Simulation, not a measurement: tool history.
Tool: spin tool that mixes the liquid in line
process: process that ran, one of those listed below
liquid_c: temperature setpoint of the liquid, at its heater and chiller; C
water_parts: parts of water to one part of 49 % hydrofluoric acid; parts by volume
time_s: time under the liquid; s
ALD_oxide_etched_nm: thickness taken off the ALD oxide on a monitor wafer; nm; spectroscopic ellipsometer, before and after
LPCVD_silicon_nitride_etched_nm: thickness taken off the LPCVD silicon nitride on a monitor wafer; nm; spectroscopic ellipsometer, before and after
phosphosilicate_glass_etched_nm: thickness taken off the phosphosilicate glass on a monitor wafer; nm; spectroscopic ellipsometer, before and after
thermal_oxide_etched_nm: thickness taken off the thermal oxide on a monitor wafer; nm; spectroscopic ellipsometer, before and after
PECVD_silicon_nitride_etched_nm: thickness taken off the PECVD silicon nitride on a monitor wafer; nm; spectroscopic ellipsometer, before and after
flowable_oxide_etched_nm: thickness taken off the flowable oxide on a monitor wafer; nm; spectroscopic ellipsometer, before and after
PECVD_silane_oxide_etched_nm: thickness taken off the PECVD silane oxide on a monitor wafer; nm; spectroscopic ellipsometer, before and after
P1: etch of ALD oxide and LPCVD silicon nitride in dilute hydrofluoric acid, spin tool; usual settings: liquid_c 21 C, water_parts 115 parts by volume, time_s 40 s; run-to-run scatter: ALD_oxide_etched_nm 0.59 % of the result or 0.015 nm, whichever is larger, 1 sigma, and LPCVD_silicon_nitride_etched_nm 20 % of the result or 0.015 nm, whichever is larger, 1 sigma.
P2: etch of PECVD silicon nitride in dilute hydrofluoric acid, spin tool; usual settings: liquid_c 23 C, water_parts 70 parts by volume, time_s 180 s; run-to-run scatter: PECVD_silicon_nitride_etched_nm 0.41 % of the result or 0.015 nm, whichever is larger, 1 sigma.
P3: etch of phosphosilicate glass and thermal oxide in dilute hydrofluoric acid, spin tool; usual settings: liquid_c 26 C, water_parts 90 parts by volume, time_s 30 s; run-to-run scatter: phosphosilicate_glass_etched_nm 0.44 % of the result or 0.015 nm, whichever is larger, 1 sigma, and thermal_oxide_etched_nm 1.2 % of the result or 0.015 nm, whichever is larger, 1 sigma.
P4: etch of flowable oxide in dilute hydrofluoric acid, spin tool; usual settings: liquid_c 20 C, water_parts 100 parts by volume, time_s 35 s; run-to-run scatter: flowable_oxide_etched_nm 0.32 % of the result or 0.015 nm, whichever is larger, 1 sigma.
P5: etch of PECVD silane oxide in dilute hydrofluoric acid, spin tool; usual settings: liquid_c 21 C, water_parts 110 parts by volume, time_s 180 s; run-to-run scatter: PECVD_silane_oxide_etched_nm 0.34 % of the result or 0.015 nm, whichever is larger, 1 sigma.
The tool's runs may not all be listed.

run,hour,process,liquid_c,water_parts,time_s,hours since the thermometer was replaced,hours since the hydrofluoric acid flow meter was replaced,ALD_oxide_etched_nm,LPCVD_silicon_nitride_etched_nm,phosphosilicate_glass_etched_nm,thermal_oxide_etched_nm,PECVD_silicon_nitride_etched_nm,flowable_oxide_etched_nm,PECVD_silane_oxide_etched_nm
1,5.4,P1,21,115,40,450.6,258.5,5.046,0.13686,,,,,
2,15.1,P1,21,115,40,460.3,268.2,5.0473,0.11107,,,,,
3,24.6,P1,21,115,40,469.8,277.7,5.0044,0.15879,,,,,
4,34,P3,26,90,30,479.2,287.1,,,46.289,1.7156,,,
5,38.6,P2,17,70,180,483.8,291.7,,,,,3.739,,
6,47.7,P1,21,200,15,492.9,300.8,0.96914,0.024971,,,,,
7,52.5,P2,23,105,180,497.7,305.6,,,,,3.7574,,
8,60.5,P1,21,115,40,505.7,313.6,5.0775,0.13647,,,,,
9,66.8,P3,32,90,30,512,319.9,,,58.374,2.1249,,,
10,75.2,P2,23,70,15,520.4,328.3,,,,,0.49357,,
11,79.8,P1,25.5,195,40,525,332.9,3.2353,0.1231,,,,,
12,88.9,P4,20,100,65,534.1,342,,,,,,25.733,
13,98.3,P3,26,90,30,543.5,351.4,,,46.484,1.7051,,,
14,102.8,P1,21,70,40,548,355.9,8.6184,0.22255,,,,,
15,109.9,P1,17,115,40,555.1,363,4.2762,0.10682,,,,,
16,119.9,P2,23,70,180,565.1,373,,,,,5.6749,,
17,127.6,P5,17,110,180,572.8,380.7,,,,,,,33.02
18,132,P1,21,115,80,577.2,385.1,10.046,0.23051,,,,,
19,140.8,P1,25.5,115,40,586,393.9,5.9868,0.21383,,,,,
20,146.6,P5,21,110,25,591.8,399.7,,,,,,,5.4281
21,153.5,P4,17,100,35,598.7,406.6,,,,,,12.181,
22,160.8,P5,21,155,180,606,413.9,,,,,,,26.369
23,167.1,P1,21,115,40,612.3,420.2,5.0082,0.18503,,,,,
24,176.4,P1,21,175,65,621.6,429.5,5.0116,0.15072,,,,,
25,182.9,P4,20,145,35,628.1,436,,,,,,9.0287,
26,192.6,P4,20,100,35,637.8,445.7,,,,,,13.735,
27,202.2,P2,23,70,180,647.4,455.3,,,,,5.6105,,
28,206.8,P1,21,115,15,652,459.9,1.9053,0.039355,,,,,
29,215.6,P5,21,110,180,660.8,468.7,,,,,,,38.9
30,222.3,P4,20,100,35,667.5,475.4,,,,,,13.706,
31,228.7,P3,26,90,15,673.9,481.8,,,23.172,0.86787,,,
32,237.9,P1,21,215,40,683.1,491,2.3719,0.086647,,,,,
33,245.8,P3,26,40,30,691,498.9,,,111.44,4.2288,,,
34,252.8,P1,21,115,40,698,505.9,5.0421,0.12363,,,,,
35,262.5,P1,21,115,40,707.7,515.6,4.8164,0.15457,,,,,
36,269.5,P1,21,115,40,714.7,522.6,4.7479,0.14384,,,,,
37,278.5,P1,21,115,40,723.7,531.6,4.7058,0.11365,,,,,
38,286.4,P1,21,115,40,731.6,539.5,4.6603,0.14804,,,,,

Forecast run 39:
39,295.2,P1,21,115,40,740.4,548.3,?,?,,,,,

{"run 39": {"ALD_oxide_etched_nm": 4.6467, "LPCVD_silicon_nitride_etched_nm": 0.10465}}
